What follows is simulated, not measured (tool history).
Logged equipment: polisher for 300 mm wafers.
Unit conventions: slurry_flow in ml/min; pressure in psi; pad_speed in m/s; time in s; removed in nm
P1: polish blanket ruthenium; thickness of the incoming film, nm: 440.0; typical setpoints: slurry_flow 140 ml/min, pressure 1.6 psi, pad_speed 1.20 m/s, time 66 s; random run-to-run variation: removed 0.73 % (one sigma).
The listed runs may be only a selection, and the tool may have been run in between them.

run	day	slurry_flow	pressure	pad_speed	time	wafers polished on this pad	hours since the slurry nozzle was cleaned	hours since the head pressure was calibrated	removed
1	0.079	140	1.6	1.20	66	109	78.3	154.6	68.110
2	0.200	140	0.9	1.20	66	134	81.2	157.5	38.319
3	0.317	140	1.6	1.20	66	157	84.0	160.3	68.873
4	0.412	140	1.6	0.66	102	177	86.3	162.6	58.411
5	0.500	140	1.6	1.52	66	195	88.4	164.7	86.763
6	0.662	140	1.6	1.20	66	227	92.3	168.6	67.728
7	0.767	140	1.6	1.20	33	249	94.8	171.1	34.201
8	0.883	140	1.6	1.20	66	272	97.6	173.9	68.893
9	1.058	140	2.1	1.20	33	308	101.8	178.1	44.686
10	1.233	140	1.6	1.20	66	343	106.0	182.3	68.342
11	1.321	220	1.6	1.20	66	361	108.1	184.4	73.259
12	1.446	140	1.6	1.20	97	386	111.1	187.4	101.100
13	1.583	140	2.5	1.20	66	414	114.4	190.7	107.730
14	1.742	140	1.6	1.20	66	446	118.2	194.5	69.188
15	1.883	90	1.6	1.20	66	475	121.6	197.9	61.876
16	2.012	140	1.6	0.58	66	501	124.7	201.0	33.053
17	2.096	140	1.6	1.82	90	518	126.7	203.0	142.340
18	2.204	140	1.6	1.20	66	540	129.3	205.6	69.121
19	2.383	140	1.6	1.20	66	577	133.6	209.9	66.599
20	2.479	140	1.6	1.20	66	596	135.9	212.2	65.273
21	2.625	140	1.6	1.20	66	626	139.4	215.7	64.200
22	2.721	140	1.6	1.20	66	645	141.7	218.0	63.978
23	2.800	140	1.6	1.20	66	661	143.6	219.9	63.237
# day 2.817: worn pad replaced by a new one
24	2.883	140	1.6	1.20	66	13	145.6	221.9	63.088
25	3.058	140	1.6	1.20	66	49	149.8	226.1	62.617
26	3.225	140	1.6	1.20	66	83	153.8	230.1	62.178
27	3.354	140	1.6	1.20	66	109	156.9	233.2	61.322
28	3.529	140	1.6	1.20	66	144	161.1	237.4	63.180

The output of P1 has drifted from where it used to be. Each of the 2 causes below, taken at the size shown beside it, accounts for the log equally well:
A: slurry flow missing at the pad, % = 35.1
B: head's pressure below its setpoint, % = 9.3
Creep in the process output first set in at about day 2.204.
What rules out each remaining cause:
removal rate lost through wear of the pad, %: serviced at day 2.817, after the drift had started, without restoring the earlier output

The list below offers 4 check runs, each averaging the results of 3 wafers, and shows each result as a question mark. For which of them would the listed causes give clearly different results?
check 1	3.704	140	1.6	0.76	66				?
check 2	3.704	140	1.6	0.90	34				?
check 3	3.704	215	1.6	1.20	92				?
check 4	3.704	140	2.5	1.20	66				?

What each check would give under each cause:
check	result	if A	if B
check 1	removed	39.477	39.472
check 2	removed	24.083	24.080
check 3	removed	95.726	92.732
check 4	removed	97.395	97.382
Separation of the two closest causes in each check, using whichever result separates them best: check 1 0.01 %; check 2 0.01 %; check 3 3.18 %; check 4 0.01 %
Check 3 distinguishes between the causes, while the remaining checks would return nearly the same result for all of them.

Running check 3 produced the following: removed 92.366 nm. Which one of the listed causes fits?

The cause is B: head's pressure below its setpoint, %.
